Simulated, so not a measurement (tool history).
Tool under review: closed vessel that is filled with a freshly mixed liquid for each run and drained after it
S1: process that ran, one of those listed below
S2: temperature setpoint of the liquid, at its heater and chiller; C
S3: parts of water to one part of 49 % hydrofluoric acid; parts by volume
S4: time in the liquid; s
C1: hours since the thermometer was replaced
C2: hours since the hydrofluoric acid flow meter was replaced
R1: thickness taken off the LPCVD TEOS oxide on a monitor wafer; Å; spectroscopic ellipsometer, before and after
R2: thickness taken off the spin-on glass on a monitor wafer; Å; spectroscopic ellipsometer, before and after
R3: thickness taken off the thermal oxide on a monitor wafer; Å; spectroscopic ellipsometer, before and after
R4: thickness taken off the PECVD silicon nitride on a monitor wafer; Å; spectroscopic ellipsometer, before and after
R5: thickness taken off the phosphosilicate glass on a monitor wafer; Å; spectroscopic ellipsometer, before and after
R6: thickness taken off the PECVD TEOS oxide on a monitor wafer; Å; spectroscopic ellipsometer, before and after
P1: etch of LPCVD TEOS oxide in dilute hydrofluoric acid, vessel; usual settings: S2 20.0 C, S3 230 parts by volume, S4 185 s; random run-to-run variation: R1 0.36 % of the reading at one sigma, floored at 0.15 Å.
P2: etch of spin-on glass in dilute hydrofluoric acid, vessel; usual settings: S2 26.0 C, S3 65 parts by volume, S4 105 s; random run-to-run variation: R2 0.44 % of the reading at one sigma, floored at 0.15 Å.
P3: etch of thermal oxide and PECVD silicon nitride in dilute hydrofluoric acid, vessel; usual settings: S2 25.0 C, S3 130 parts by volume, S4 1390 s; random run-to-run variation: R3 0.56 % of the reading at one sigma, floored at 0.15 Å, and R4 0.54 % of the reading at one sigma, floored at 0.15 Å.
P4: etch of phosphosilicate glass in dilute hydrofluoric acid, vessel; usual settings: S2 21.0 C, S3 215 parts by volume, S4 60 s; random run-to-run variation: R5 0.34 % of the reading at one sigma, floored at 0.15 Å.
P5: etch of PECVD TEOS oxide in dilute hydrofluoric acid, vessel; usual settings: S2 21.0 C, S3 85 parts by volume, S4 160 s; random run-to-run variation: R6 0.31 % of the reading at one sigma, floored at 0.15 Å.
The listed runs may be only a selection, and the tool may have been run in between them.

run   hour  S1    S2   S3    S4      C1      C2       R1      R2      R3      R4      R5       R6
  1    8.9  P1  20.0  230   185   642.4   915.6  139.840
  2   20.2  P2  26.0   65   105   653.7   926.9           532.65
  3   31.4  P3  25.0  130  2715   664.9   938.1                   990.80  512.31
  4   40.1  P1  20.0  230   185   673.6   946.8  140.050
  5   53.3  P3  25.0  130  1390   686.8   960.0                   510.98  263.24
  6   60.8  P1  20.0  230   185   694.3   967.5  140.700
  7   67.8  P4  21.0   90    60   701.3   974.5                                   864.69
  8   79.4  P4  21.0  215    85   712.9   986.1                                   451.42
  9   91.9  P5  21.0   30   160   725.4   998.6                                           441.240
 10  103.5  P1  23.5  230   260   737.0  1010.2  224.520
 11  112.4  P1  20.0  230   185   745.9  1019.1  139.490
 12  119.3  P1  20.0  230   355   752.8  1026.0  267.960
 13  126.3  P3  25.0  130  1390   759.8  1033.0                   505.03  264.51
 14  137.1  P4  21.0  215    60   770.6  1043.8                                   318.60
 15  150.5  P1  20.0   80   185   784.0  1057.2  472.930
 16  163.6  P5  21.0   85   160   797.1  1070.3                                           146.280
 17  177.8  P1  20.0  230   185   811.3  1084.5  139.040
 18  186.7  P4  21.0  215    60   820.2  1093.4                                   318.18
 19  193.8  P2  32.0   65   105   827.3  1100.5           669.68
 20  207.0  P1  20.0  230    85   840.5  1113.7   64.451
 21  219.9  P3  17.5  130  1390   853.4  1126.6                   379.17  160.01
 22  228.9  P2  26.0   65    30   862.4  1135.6           151.82
 23  240.6  P1  17.0  230   185   874.1  1147.3  124.770
 24  249.5  P5  21.0   85    30   883.0  1156.2                                            27.372
 25  263.8  P4  29.0  215    60   897.3  1170.5                                   425.77
 26  275.8  P3  25.0  215  1390   909.3  1182.5                   275.72  159.14
 27  289.0  P1  20.0  230   185   922.5  1195.7  139.730
 28  303.2  P1  26.0  230   290   936.7  1209.9  273.950
 29  313.0  P2  26.0  100   105   946.5  1219.7           329.76
 30  323.0  P5  28.5   85   160   956.5  1229.7                                           196.640
 31  333.5  P1  17.0  230   280   967.0  1240.2  189.850
 32  340.8  P1  20.0  395   185   974.3  1247.5   70.570
 33  353.3  P1  24.5  230   185   986.8  1260.0  166.640
 34  360.7  P1  20.0  230   185   994.2  1267.4  140.360
 35  367.4  P1  20.0  230   185  1000.9  1274.1  142.530
 36  381.2  P1  20.0  230   185  1014.7  1287.9  146.040
 37  395.2  P1  20.0  230   185  1028.7  1301.9  146.640
 38  409.0  P1  20.0  230   185  1042.5  1315.7  149.810
 39  417.4  P1  20.0  230   185  1050.9  1324.1  148.680
 40  431.6  P1  20.0  230   185  1065.1  1338.3  149.990
 41  438.9  P1  20.0  230   185  1072.4  1345.6  149.260
 42  452.8  P1  20.0  230   185  1086.3  1359.5  149.940
 43  462.1  P1  20.0  230   185  1095.6  1368.8  150.300

The output of P1 has drifted from where it used to be. Each of the 2 causes below, taken at the size shown beside it, accounts for the log equally well:
A: hydrofluoric acid flow above the setpoint (%) = 5.62
B: liquid hotter than its thermometer reads (K) = 1.77
Onset of the creep was near hour 360.7.

Consider the 4 single-wafer check runs listed below, results given as question marks: which one distinguishes between the causes by giving clearly different results for each?
check 1  471.4  P5  27.5   85    50                               ?
check 2  471.4  P2  31.0   65    30               ?
check 3  471.4  P4  27.0  215    85                           ?
check 4  471.4  P3  25.0  205  2695                   ?   ?

What each check would give under each cause:
  check  result    if A    if B
check 1      R6  62.781  63.246
check 2      R2  196.61  198.07
check 3      R5  600.73  597.31
check 4      R3  614.25  612.51
check 4      R4  343.58  363.14
How far apart the two closest causes lie, in the result that separates them most: check 1 0.74 %; check 2 0.74 %; check 3 0.57 %; check 4 5.54 %
The other checks would show nearly matching results whichever cause is true, so check 4 is the only one that separates the causes.

Check 4 has now been run. It gave: R3 615.40 Å; R4 341.67 Å. Which of the candidate causes is it?

It was cause A: hydrofluoric acid flow above the setpoint (%).

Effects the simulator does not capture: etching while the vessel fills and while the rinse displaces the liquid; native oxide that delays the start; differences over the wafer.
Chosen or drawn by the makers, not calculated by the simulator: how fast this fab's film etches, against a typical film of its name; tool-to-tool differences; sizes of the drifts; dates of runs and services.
